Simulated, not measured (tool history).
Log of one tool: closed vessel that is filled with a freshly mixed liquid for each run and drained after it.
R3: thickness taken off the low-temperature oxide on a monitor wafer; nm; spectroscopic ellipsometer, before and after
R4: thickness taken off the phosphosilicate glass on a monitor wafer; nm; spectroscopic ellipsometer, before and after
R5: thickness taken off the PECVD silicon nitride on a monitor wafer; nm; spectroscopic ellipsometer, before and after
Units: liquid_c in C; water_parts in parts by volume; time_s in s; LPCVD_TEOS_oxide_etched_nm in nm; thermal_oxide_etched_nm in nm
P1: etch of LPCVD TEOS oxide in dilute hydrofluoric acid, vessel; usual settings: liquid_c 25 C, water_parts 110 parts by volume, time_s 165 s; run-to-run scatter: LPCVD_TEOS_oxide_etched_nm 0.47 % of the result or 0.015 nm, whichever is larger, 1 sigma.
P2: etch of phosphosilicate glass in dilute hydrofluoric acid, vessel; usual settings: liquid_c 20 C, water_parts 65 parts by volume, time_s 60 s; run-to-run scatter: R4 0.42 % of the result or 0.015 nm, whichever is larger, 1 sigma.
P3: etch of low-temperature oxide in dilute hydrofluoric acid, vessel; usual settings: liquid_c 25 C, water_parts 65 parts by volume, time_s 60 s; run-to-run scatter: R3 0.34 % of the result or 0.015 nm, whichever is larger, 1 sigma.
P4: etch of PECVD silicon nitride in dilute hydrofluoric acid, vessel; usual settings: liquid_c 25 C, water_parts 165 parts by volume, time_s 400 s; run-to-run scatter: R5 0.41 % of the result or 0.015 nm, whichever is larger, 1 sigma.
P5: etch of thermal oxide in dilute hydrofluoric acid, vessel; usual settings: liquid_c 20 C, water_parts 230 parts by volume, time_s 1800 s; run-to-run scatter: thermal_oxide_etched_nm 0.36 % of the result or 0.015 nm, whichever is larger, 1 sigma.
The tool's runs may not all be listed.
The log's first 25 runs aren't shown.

run 26 hour=137.3 | process=P4 liquid_c=25 water_parts=165 time_s=400 | R5=5.9709
run 27 hour=142.9 | process=P2 liquid_c=27 water_parts=65 time_s=60 | R4=199.87
run 28 hour=146.7 | process=P1 liquid_c=25 water_parts=110 time_s=30 | LPCVD_TEOS_oxide_etched_nm=8.0867
run 29 hour=152.8 | process=P1 liquid_c=25 water_parts=110 time_s=165 | LPCVD_TEOS_oxide_etched_nm=45.08
run 30 hour=159.7 | process=P1 liquid_c=19.5 water_parts=110 time_s=165 | LPCVD_TEOS_oxide_etched_nm=35.811
run 31 hour=163.1 | process=P1 liquid_c=25 water_parts=110 time_s=165 | LPCVD_TEOS_oxide_etched_nm=44.704
run 32 hour=168.2 | process=P1 liquid_c=25 water_parts=110 time_s=165 | LPCVD_TEOS_oxide_etched_nm=46.229
run 33 hour=174.3 | process=P1 liquid_c=25 water_parts=110 time_s=165 | LPCVD_TEOS_oxide_etched_nm=46.687
run 34 hour=177.7 | process=P1 liquid_c=25 water_parts=110 time_s=165 | LPCVD_TEOS_oxide_etched_nm=47.116
run 35 hour=181.9 | process=P1 liquid_c=25 water_parts=110 time_s=165 | LPCVD_TEOS_oxide_etched_nm=47.618
run 36 hour=187.9 | process=P1 liquid_c=25 water_parts=110 time_s=165 | LPCVD_TEOS_oxide_etched_nm=47.701
run 37 hour=194.3 | process=P1 liquid_c=25 water_parts=110 time_s=165 | LPCVD_TEOS_oxide_etched_nm=48.043
run 38 hour=201.5 | process=P1 liquid_c=25 water_parts=110 time_s=165 | LPCVD_TEOS_oxide_etched_nm=48.095
run 39 hour=206.9 | process=P1 liquid_c=25 water_parts=110 time_s=165 | LPCVD_TEOS_oxide_etched_nm=47.743
run 40 hour=211 | process=P1 liquid_c=25 water_parts=110 time_s=165 | LPCVD_TEOS_oxide_etched_nm=48.561

The next listed run, before its measurement:
run 41 hour=218.4 | process=P1 liquid_c=25 water_parts=110 time_s=165 | LPCVD_TEOS_oxide_etched_nm=?

{"run 41": {"LPCVD_TEOS_oxide_etched_nm": 48.098}}

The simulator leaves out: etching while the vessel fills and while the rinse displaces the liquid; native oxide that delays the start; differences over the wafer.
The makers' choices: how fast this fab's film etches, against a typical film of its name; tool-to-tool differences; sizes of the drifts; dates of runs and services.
